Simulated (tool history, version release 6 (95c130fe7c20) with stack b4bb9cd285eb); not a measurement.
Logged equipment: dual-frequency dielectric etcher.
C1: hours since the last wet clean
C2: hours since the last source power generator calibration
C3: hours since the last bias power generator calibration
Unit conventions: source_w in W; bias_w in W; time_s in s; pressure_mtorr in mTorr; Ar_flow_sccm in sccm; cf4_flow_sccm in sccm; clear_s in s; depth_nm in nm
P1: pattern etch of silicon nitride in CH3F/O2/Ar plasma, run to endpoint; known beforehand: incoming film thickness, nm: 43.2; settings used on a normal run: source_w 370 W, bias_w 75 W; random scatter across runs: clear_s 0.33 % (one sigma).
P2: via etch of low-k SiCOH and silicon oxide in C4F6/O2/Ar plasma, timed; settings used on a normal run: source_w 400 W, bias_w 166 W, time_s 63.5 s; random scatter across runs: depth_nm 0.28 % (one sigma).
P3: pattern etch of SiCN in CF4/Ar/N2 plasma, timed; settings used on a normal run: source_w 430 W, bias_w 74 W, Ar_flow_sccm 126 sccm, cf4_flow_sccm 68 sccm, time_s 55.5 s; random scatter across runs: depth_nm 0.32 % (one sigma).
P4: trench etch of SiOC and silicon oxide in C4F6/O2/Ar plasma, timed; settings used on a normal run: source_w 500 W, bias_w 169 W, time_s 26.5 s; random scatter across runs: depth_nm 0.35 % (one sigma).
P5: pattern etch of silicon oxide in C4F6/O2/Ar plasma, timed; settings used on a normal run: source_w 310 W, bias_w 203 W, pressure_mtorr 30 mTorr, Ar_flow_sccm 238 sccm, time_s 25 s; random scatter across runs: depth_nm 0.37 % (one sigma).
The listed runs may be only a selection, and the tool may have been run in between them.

Run 1, hour 4.1: process P1, source_w 370 W, bias_w 75 W; C1 145.8; C2 1440.1; C3 1081.2. Result: clear_s 63.617 s.
Run 2, hour 7.1: process P2, source_w 400 W, bias_w 166 W, time_s 63.5 s; C1 148.8; C2 1443.1; C3 1084.2. Result: depth_nm 160.83 nm.
Run 3, hour 10.7: process P5, source_w 440 W, bias_w 203 W, time_s 25 s, pressure_mtorr 30 mTorr, Ar_flow_sccm 238 sccm; C1 152.4; C2 1446.7; C3 1087.8. Result: depth_nm 87.835 nm.
Run 4, hour 13.5: process P1, source_w 270 W, bias_w 75 W; C1 155.2; C2 1449.5; C3 1090.6. Result: clear_s 71.433 s.
Run 5, hour 16.7: process P4, source_w 500 W, bias_w 169 W, time_s 26.5 s; C1 158.4; C2 1452.7; C3 1093.8. Result: depth_nm 55.224 nm.
Run 6, hour 20.7: process P1, source_w 370 W, bias_w 75 W; C1 162.4; C2 1456.7; C3 1097.8. Result: clear_s 63.82 s.
Run 7, hour 22.6: process P5, source_w 310 W, bias_w 203 W, time_s 25 s, pressure_mtorr 30 mTorr, Ar_flow_sccm 310 sccm; C1 164.3; C2 1458.6; C3 1099.7. Result: depth_nm 74.944 nm.
Run 8, hour 26.8: process P3, source_w 430 W, bias_w 74 W, time_s 35.5 s, Ar_flow_sccm 126 sccm, cf4_flow_sccm 68 sccm; C1 168.5; C2 1462.8; C3 1103.9. Result: depth_nm 27.851 nm.
Run 9, hour 28.9: process P5, source_w 310 W, bias_w 158 W, time_s 25 s, pressure_mtorr 30 mTorr, Ar_flow_sccm 238 sccm; C1 170.6; C2 1464.9; C3 1106. Result: depth_nm 70.763 nm.
Run 10, hour 33.1: process P2, source_w 520 W, bias_w 166 W, time_s 63.5 s; C1 174.8; C2 1469.1; C3 1110.2. Result: depth_nm 178.29 nm.
Run 11, hour 35.8: process P2, source_w 400 W, bias_w 166 W, time_s 63.5 s; C1 177.5; C2 1471.8; C3 1112.9. Result: depth_nm 160.67 nm.
Run 12, hour 39.1: process P5, source_w 310 W, bias_w 203 W, time_s 37 s, pressure_mtorr 30 mTorr, Ar_flow_sccm 238 sccm; C1 180.8; C2 1475.1; C3 1116.2. Result: depth_nm 112.97 nm.
Run 13, hour 43.1: process P1, source_w 370 W, bias_w 75 W; C1 184.8; C2 1479.1; C3 1120.2. Result: clear_s 63.962 s.
Run 14, hour 47.1: process P2, source_w 400 W, bias_w 97 W, time_s 63.5 s; C1 188.8; C2 1483.1; C3 1124.2. Result: depth_nm 137.14 nm.
Run 15, hour 51.5: process P3, source_w 280 W, bias_w 74 W, time_s 55.5 s, Ar_flow_sccm 126 sccm, cf4_flow_sccm 68 sccm; C1 193.2; C2 1487.5; C3 1128.6. Result: depth_nm 29.876 nm.
At hour 53.2: wet clean of the chamber.
Run 16, hour 54.8: process P1, source_w 370 W, bias_w 56 W; C1 1.6; C2 1490.8; C3 1131.9. Result: clear_s 70.316 s.
Run 17, hour 57.9: process P1, source_w 370 W, bias_w 75 W; C1 4.7; C2 1493.9; C3 1135. Result: clear_s 63.679 s.
Run 18, hour 59.9: process P3, source_w 430 W, bias_w 52 W, time_s 55.5 s, Ar_flow_sccm 126 sccm, cf4_flow_sccm 68 sccm; C1 6.7; C2 1495.9; C3 1137. Result: depth_nm 38.396 nm.
Run 19, hour 62.1: process P2, source_w 400 W, bias_w 166 W, time_s 88 s; C1 8.9; C2 1498.1; C3 1139.2. Result: depth_nm 223.27 nm.
Run 20, hour 64.7: process P4, source_w 650 W, bias_w 169 W, time_s 26.5 s; C1 11.5; C2 1500.7; C3 1141.8. Result: depth_nm 61.118 nm.
Run 21, hour 69.1: process P3, source_w 430 W, bias_w 74 W, time_s 55.5 s, Ar_flow_sccm 126 sccm, cf4_flow_sccm 81 sccm; C1 15.9; C2 1505.1; C3 1146.2. Result: depth_nm 44.351 nm.
Run 22, hour 72.9: process P1, source_w 370 W, bias_w 97 W; C1 19.7; C2 1508.9; C3 1150. Result: clear_s 57.764 s.
Run 23, hour 76: process P1, source_w 440 W, bias_w 102 W; C1 22.8; C2 1512; C3 1153.1. Result: clear_s 53.296 s.
Run 24, hour 79.9: process P1, source_w 370 W, bias_w 75 W; C1 26.7; C2 1515.9; C3 1157. Result: clear_s 63.724 s.
Run 25, hour 83.3: process P1, source_w 370 W, bias_w 75 W; C1 30.1; C2 1519.3; C3 1160.4. Result: clear_s 63.727 s.
Run 26, hour 86.2: process P4, source_w 500 W, bias_w 169 W, time_s 26.5 s; C1 33; C2 1522.2; C3 1163.3. Result: depth_nm 55.155 nm.
Run 27, hour 88.4: process P5, source_w 310 W, bias_w 203 W, time_s 25 s, pressure_mtorr 39.5 mTorr, Ar_flow_sccm 238 sccm; C1 35.2; C2 1524.4; C3 1165.5. Result: depth_nm 74.122 nm.
Run 28, hour 91.3: process P4, source_w 500 W, bias_w 103 W, time_s 26.5 s; C1 38.1; C2 1527.3; C3 1168.4. Result: depth_nm 47.467 nm.
Run 29, hour 93.5: process P4, source_w 500 W, bias_w 169 W, time_s 16.5 s; C1 40.3; C2 1529.5; C3 1170.6. Result: depth_nm 34.35 nm.
Run 30, hour 96.4: process P5, source_w 310 W, bias_w 203 W, time_s 25 s, pressure_mtorr 30 mTorr, Ar_flow_sccm 238 sccm; C1 43.2; C2 1532.4; C3 1173.5. Result: depth_nm 76.021 nm.
Run 31, hour 100.7: process P3, source_w 430 W, bias_w 74 W, time_s 55.5 s, Ar_flow_sccm 126 sccm, cf4_flow_sccm 68 sccm; C1 47.5; C2 1536.7; C3 1177.8. Result: depth_nm 43.397 nm.
Run 32, hour 103.7: process P3, source_w 430 W, bias_w 74 W, time_s 55.5 s, Ar_flow_sccm 90 sccm, cf4_flow_sccm 68 sccm; C1 50.5; C2 1539.7; C3 1180.8. Result: depth_nm 45.912 nm.
Run 33, hour 107.7: process P1, source_w 510 W, bias_w 75 W; C1 54.5; C2 1543.7; C3 1184.8. Result: clear_s 56.184 s.
Run 34, hour 111.6: process P1, source_w 370 W, bias_w 75 W; C1 58.4; C2 1547.6; C3 1188.7. Result: clear_s 63.627 s.
Run 35, hour 115.3: process P1, source_w 370 W, bias_w 75 W; C1 62.1; C2 1551.3; C3 1192.4. Result: clear_s 63.224 s.
Run 36, hour 117.7: process P1, source_w 370 W, bias_w 75 W; C1 64.5; C2 1553.7; C3 1194.8. Result: clear_s 62.806 s.
Run 37, hour 120.1: process P1, source_w 370 W, bias_w 75 W; C1 66.9; C2 1556.1; C3 1197.2. Result: clear_s 62.732 s.
Run 38, hour 122.7: process P1, source_w 370 W, bias_w 75 W; C1 69.5; C2 1558.7; C3 1199.8. Result: clear_s 62.954 s.
Run 39, hour 127.1: process P1, source_w 370 W, bias_w 75 W; C1 73.9; C2 1563.1; C3 1204.2. Result: clear_s 62.737 s.
At hour 129.4: wet clean of the chamber.
Run 40, hour 130.2: process P1, source_w 370 W, bias_w 75 W; C1 0.9; C2 1566.2; C3 1207.3. Result: clear_s 62.531 s.
Run 41, hour 132.9: process P1, source_w 370 W, bias_w 75 W; C1 3.6; C2 1568.9; C3 1210. Result: clear_s 62.34 s.
Run 42, hour 136.4: process P1, source_w 370 W, bias_w 75 W; C1 7.1; C2 1572.4; C3 1213.5. Result: clear_s 62.755 s.
Run 43, hour 140.6: process P1, source_w 370 W, bias_w 75 W; C1 11.3; C2 1576.6; C3 1217.7. Result: clear_s 62.605 s.
Run 44, hour 142.9: process P1, source_w 370 W, bias_w 75 W; C1 13.6; C2 1578.9; C3 1220. Result: clear_s 62.855 s.
Run 45, hour 146: process P1, source_w 370 W, bias_w 75 W; C1 16.7; C2 1582; C3 1223.1. Result: clear_s 62.385 s.

P1 no longer gives what it gave before; its output has crept away from where it was. The following 2 causes, each at its listed size, fit the log equally well:
A: source power that arrives over what is set, % = 4.45
B: bias power that arrives over what is set, % = 4.81
At approximately hour 111.6, the process output began to creep.
Why every other cause is out:
chamber walls in a state that raises the etch rate, %: serviced after onset, at hour 129.4, with no recovery of the prior output

The 4 check runs listed below each average the results of 2 wafers, and their outcomes are marked with question marks. Under which run would the listed causes produce clearly different results?
Run check 1, hour 149.1: process P3, source_w 430 W, bias_w 74 W, time_s 55.5 s, Ar_flow_sccm 90 sccm, cf4_flow_sccm 68 sccm. Result: depth_nm ?.
Run check 2, hour 149.1: process P4, source_w 500 W, bias_w 120 W, time_s 16.5 s. Result: depth_nm ?.
Run check 3, hour 149.1: process P2, source_w 400 W, bias_w 104 W, time_s 74.5 s. Result: depth_nm ?.
Run check 4, hour 149.1: process P5, source_w 310 W, bias_w 172 W, time_s 32 s, pressure_mtorr 30 mTorr, Ar_flow_sccm 238 sccm. Result: depth_nm ?.

Check results expected under each cause:
  check    result    if A    if B
check 1  depth_nm  47.461  46.431
check 2  depth_nm  31.559  31.427
check 3  depth_nm  167.38  166.62
check 4  depth_nm  94.709  94.533
Per check, the gap between the least separated pair of causes, taken in the result that splits them most: check 1 2.19 %; check 2 0.42 %; check 3 0.45 %; check 4 0.19 %
The other checks would show nearly matching results whichever cause is true, so check 1 is the only one that separates the causes.

Check 1 was carried out, with these results: depth_nm 47.452 nm. Which of the listed causes is responsible?

The correct cause is A, namely: source power that arrives over what is set, %.

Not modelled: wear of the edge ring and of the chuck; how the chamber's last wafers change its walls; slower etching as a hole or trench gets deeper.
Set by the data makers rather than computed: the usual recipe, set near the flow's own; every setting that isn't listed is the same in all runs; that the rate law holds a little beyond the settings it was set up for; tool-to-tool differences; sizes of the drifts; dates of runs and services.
